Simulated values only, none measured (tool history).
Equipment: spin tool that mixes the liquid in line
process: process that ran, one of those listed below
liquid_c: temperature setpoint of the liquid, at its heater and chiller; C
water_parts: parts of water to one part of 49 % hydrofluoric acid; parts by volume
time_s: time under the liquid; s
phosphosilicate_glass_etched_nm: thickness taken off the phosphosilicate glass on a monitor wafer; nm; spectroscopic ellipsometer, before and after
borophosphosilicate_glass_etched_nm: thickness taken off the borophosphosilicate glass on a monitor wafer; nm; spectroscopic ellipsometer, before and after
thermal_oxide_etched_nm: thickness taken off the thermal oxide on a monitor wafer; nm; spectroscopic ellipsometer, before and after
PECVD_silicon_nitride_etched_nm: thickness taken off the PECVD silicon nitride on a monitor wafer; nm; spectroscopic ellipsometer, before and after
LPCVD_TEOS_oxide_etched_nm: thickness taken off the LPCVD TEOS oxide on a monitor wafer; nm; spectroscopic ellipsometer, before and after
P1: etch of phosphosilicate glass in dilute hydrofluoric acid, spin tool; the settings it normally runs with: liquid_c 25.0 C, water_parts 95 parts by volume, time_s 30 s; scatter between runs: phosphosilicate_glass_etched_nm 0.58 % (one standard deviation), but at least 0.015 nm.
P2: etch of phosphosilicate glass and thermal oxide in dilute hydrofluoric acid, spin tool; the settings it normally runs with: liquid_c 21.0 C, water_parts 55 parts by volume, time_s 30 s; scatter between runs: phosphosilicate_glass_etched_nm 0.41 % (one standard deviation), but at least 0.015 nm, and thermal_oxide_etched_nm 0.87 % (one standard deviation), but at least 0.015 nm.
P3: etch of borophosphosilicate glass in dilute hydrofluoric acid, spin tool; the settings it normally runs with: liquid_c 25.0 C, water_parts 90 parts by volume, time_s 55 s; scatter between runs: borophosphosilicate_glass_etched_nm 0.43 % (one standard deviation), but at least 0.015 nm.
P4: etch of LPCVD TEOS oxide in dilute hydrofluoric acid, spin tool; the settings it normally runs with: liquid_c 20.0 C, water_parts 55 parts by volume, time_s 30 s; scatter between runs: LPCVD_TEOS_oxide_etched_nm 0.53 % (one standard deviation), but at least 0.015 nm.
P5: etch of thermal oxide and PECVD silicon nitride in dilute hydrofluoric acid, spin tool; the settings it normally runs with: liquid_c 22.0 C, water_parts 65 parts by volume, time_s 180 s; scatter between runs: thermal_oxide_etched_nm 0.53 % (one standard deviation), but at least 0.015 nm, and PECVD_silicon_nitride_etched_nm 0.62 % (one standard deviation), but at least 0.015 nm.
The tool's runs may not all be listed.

run,hour,process,liquid_c,water_parts,time_s,hours since the thermometer was replaced,hours since the hydrofluoric acid flow meter was replaced,phosphosilicate_glass_etched_nm,borophosphosilicate_glass_etched_nm,thermal_oxide_etched_nm,PECVD_silicon_nitride_etched_nm,LPCVD_TEOS_oxide_etched_nm
1,6.1,P1,25.0,95,30,365.8,393.8,33.804,,,,
2,10.8,P3,19.0,90,55,370.5,398.5,,29.956,,,
3,16.5,P2,21.0,55,45,376.2,404.2,110.710,,3.4866,,
4,21.1,P5,22.0,65,365,380.8,408.8,,,26.2770,8.6186,
5,28.8,P2,21.0,55,30,388.5,416.5,73.796,,2.3186,,
6,37.5,P1,18.5,95,30,397.2,425.2,25.877,,,,
7,44.7,P5,27.0,65,180,404.4,432.4,,,15.9750,5.9305,
8,52.1,P2,21.0,20,30,411.8,439.8,212.030,,6.6847,,
9,62.0,P4,20.0,55,30,421.7,449.7,,,,,28.284
10,69.1,P4,20.0,55,30,428.8,456.8,,,,,28.177
11,77.4,P5,22.0,65,180,437.1,465.1,,,12.8430,4.1626,
12,83.3,P1,29.5,95,15,443.0,471.0,20.090,,,,
13,91.0,P1,25.0,145,30,450.7,478.7,21.101,,,,
14,100.7,P3,25.0,90,55,460.4,488.4,,38.336,,,
15,107.2,P3,25.0,90,55,466.9,494.9,,37.868,,,
16,114.2,P4,28.5,55,30,473.9,501.9,,,,,39.896
17,123.7,P2,21.0,55,30,483.4,511.4,73.664,,2.3439,,
18,131.8,P5,22.0,65,180,491.5,519.5,,,13.1020,4.1903,
19,139.0,P1,25.0,95,50,498.7,526.7,56.500,,,,
20,148.3,P4,20.0,95,30,508.0,536.0,,,,,15.580
21,156.9,P5,22.0,110,180,516.6,544.6,,,7.2548,2.5165,
22,162.1,P3,25.0,90,15,521.8,549.8,,10.314,,,
23,171.9,P2,27.5,55,30,531.6,559.6,95.963,,3.0123,,
24,177.8,P1,29.0,95,30,537.5,565.5,39.624,,,,
25,185.8,P1,25.0,95,30,545.5,573.5,33.700,,,,
# hour 195.1: thermometer replaced
26,195.8,P1,25.0,95,15,0.7,583.5,17.076,,,,
27,202.4,P1,25.0,95,30,7.3,590.1,33.963,,,,
28,212.7,P1,25.0,95,30,17.6,600.4,33.776,,,,
29,222.7,P1,25.0,50,30,27.6,610.4,68.792,,,,
30,229.5,P3,25.0,55,55,34.4,617.2,,65.314,,,
31,237.9,P1,25.0,95,30,42.8,625.6,34.030,,,,
32,246.7,P4,20.0,55,60,51.6,634.4,,,,,56.503
33,252.5,P1,25.0,20,55,57.4,640.2,326.320,,,,
34,260.8,P1,25.0,95,30,65.7,648.5,33.697,,,,
35,266.6,P1,25.0,95,30,71.5,654.3,33.759,,,,
36,276.6,P1,25.0,95,30,81.5,664.3,32.814,,,,
37,282.2,P1,25.0,95,30,87.1,669.9,32.056,,,,
38,292.0,P1,25.0,95,30,96.9,679.7,32.026,,,,
39,299.5,P1,25.0,95,30,104.4,687.2,31.635,,,,
40,305.2,P1,25.0,95,30,110.1,692.9,32.221,,,,
41,314.2,P1,25.0,95,30,119.1,701.9,31.816,,,,
42,320.6,P1,25.0,95,30,125.5,708.3,31.572,,,,
43,326.7,P1,25.0,95,30,131.6,714.4,31.776,,,,

What P1 gives has crept away from where it was. These 2 causes fit the log equally well, each at the size given:
A: hydrofluoric acid flow below the setpoint (%) = 5.86
B: liquid colder than its thermometer reads (K) = 1.71
The process output started creeping at around hour 266.6.

The check runs listed below each take one wafer, and their results are still question marks. Under which run would the listed causes lead to clearly different results?
check 1,332.8,P5,22.0,65,340,,,,,?,?,
check 2,332.8,P3,19.5,90,55,,,,?,,,
check 3,332.8,P2,26.5,20,30,,,?,,?,,
check 4,332.8,P4,27.0,75,30,,,,,,,?

Predicted outcomes, by check and by cause:
check,result,if A,if B
check 1,thermal_oxide_etched_nm,23.0260,22.8930
check 1,PECVD_silicon_nitride_etched_nm,7.4972,7.0758
check 2,borophosphosilicate_glass_etched_nm,28.458,28.318
check 3,phosphosilicate_glass_etched_nm,251.460,249.110
check 3,thermal_oxide_etched_nm,7.9140,7.8400
check 4,LPCVD_TEOS_oxide_etched_nm,25.046,25.021
Distance between the nearest two causes, measured in the result of the check that separates them most: check 1 5.79 %; check 2 0.49 %; check 3 0.94 %; check 4 0.1 %
Only in check 1 would the causes give clearly different results; in the remaining checks their results would be nearly the same.

Then check 1 was run and gave: thermal_oxide_etched_nm 22.7130 nm; PECVD_silicon_nitride_etched_nm 7.0829 nm. Which cause is it?

It is B: liquid colder than its thermometer reads (K).

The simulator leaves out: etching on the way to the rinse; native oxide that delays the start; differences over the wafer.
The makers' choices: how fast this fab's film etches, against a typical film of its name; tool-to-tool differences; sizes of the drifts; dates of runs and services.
